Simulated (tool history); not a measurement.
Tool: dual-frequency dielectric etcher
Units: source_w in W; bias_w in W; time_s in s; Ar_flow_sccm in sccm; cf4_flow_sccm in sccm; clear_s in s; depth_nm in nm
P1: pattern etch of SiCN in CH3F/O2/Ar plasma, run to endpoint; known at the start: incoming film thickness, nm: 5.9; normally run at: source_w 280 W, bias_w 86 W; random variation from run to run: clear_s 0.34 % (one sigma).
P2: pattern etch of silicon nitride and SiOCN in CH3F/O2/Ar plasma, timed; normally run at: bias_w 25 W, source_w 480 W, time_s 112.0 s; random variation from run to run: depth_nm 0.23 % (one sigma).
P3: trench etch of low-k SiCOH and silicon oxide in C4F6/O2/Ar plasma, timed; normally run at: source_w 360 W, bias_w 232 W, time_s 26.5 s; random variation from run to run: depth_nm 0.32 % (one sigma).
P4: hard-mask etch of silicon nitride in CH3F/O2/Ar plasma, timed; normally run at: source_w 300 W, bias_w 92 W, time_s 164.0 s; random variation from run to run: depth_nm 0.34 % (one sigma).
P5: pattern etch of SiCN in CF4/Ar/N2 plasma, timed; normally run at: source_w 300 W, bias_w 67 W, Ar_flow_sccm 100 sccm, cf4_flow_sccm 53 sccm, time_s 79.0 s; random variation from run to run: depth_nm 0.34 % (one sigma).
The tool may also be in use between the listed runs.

run	hour	process	source_w	bias_w	time_s	Ar_flow_sccm	cf4_flow_sccm	hours since the last wet clean	hours since the last source power generator calibration	hours since the last bias power generator calibration	clear_s	depth_nm
1	7.1	P1	280	86				233.4	673.6	2449.0	16.746	
2	12.6	P1	360	86				238.9	679.1	2454.5	15.228	
3	18.6	P1	230	114				244.9	685.1	2460.5	16.165	
4	29.8	P2	660	25	112.0			256.1	696.3	2471.7		18.898
5	38.1	P5	300	85	79.0	100	53	264.4	704.6	2480.0		48.759
6	45.6	P1	280	86				271.9	712.1	2487.5	16.749	
7	52.1	P3	360	232	26.5			278.4	718.6	2494.0		85.994
8	62.2	P2	480	25	152.5			288.5	728.7	2504.1		23.092
9	72.8	P4	300	92	228.5			299.1	739.3	2514.7		155.780
# hour 78.6: source power generator calibrated
10	80.5	P2	480	25	112.0			306.8	2.0	2522.4		16.949
11	85.7	P4	300	126	164.0			312.0	7.2	2527.6		127.080
12	93.1	P5	400	67	79.0	100	53	319.4	14.6	2535.0		57.184
13	102.5	P5	300	67	79.0	100	70	328.8	24.0	2544.4		46.185
14	112.7	P2	480	18	112.0			339.0	34.2	2554.6		14.637
15	123.9	P5	300	67	79.0	65	53	350.2	45.4	2565.8		47.309
16	129.7	P3	360	295	26.5			356.0	51.2	2571.6		93.653
17	140.0	P1	280	86				366.3	61.5	2581.9	16.681	
18	145.7	P5	300	67	79.0	100	53	372.0	67.2	2587.6		44.378
19	154.5	P1	280	86				380.8	76.0	2596.4	16.638	
20	165.6	P1	230	103				391.9	87.1	2607.5	16.794	
21	172.5	P3	360	232	39.0			398.8	94.0	2614.4		126.000
22	180.5	P1	280	118				406.8	102.0	2622.4	14.823	
23	186.8	P4	300	92	164.0			413.1	108.3	2628.7		112.070
24	197.9	P1	280	61				424.2	119.4	2639.8	18.782	
25	209.3	P4	200	92	164.0			435.6	130.8	2651.2		95.926
26	215.9	P3	280	232	26.5			442.2	137.4	2657.8		78.418
27	221.4	P1	200	86				447.7	142.9	2663.3	18.845	
28	228.4	P1	280	86				454.7	149.9	2670.3	16.664	
29	239.6	P5	300	67	107.0	100	53	465.9	161.1	2681.5		60.049
30	249.6	P1	280	86				475.9	171.1	2691.5	16.792	
31	259.1	P1	280	86				485.4	180.6	2701.0	16.658	
32	269.2	P1	280	86				495.5	190.7	2711.1	16.501	
33	280.5	P1	280	86				506.8	202.0	2722.4	16.483	
34	290.2	P1	280	86				516.5	211.7	2732.1	16.405	
# hour 291.8: wet clean of the chamber
35	295.9	P1	280	86				4.2	217.4	2737.8	16.427	
36	304.6	P1	280	86				12.9	226.1	2746.5	16.454	
37	310.3	P1	280	86				18.6	231.8	2752.2	16.363	
38	315.4	P1	280	86				23.7	236.9	2757.3	16.422	
39	324.1	P1	280	86				32.4	245.6	2766.0	16.483	

What P1 gives has crept away from where it was. These 2 causes fit the log equally well, each at the size given:
A: bias power that arrives over what is set, % = 4.69
B: source power that arrives over what is set, % = 4.78
The creep began at about hour 259.1.
Why every other cause is out:
chamber walls in a state that raises the etch rate, %: serviced at hour 291.8, which brought nothing back

4 check runs are offered, each on 2 wafers whose results are averaged, their results left as question marks. Which one tells the causes apart?
check 1	332.8	P5	300	79	79.0	100	53					?
check 2	332.8	P4	300	105	222.0							?
check 3	332.8	P2	480	19	112.0							?
check 4	332.8	P3	360	277	26.5							?

What each check would give under each cause:
check	result	if A	if B
check 1	depth_nm	48.083	49.210
check 2	depth_nm	162.140	162.120
check 3	depth_nm	15.319	15.273
check 4	depth_nm	92.741	92.906
How far apart the two closest causes lie, in the result that separates them most: check 1 2.32 %; check 2 0.01 %; check 3 0.3 %; check 4 0.18 %
Check 1 tells the causes apart: in the others they would give nearly the same result.

Then check 1 was run and gave: depth_nm 49.189 nm. Which cause is it?

It is B: source power that arrives over what is set, %.

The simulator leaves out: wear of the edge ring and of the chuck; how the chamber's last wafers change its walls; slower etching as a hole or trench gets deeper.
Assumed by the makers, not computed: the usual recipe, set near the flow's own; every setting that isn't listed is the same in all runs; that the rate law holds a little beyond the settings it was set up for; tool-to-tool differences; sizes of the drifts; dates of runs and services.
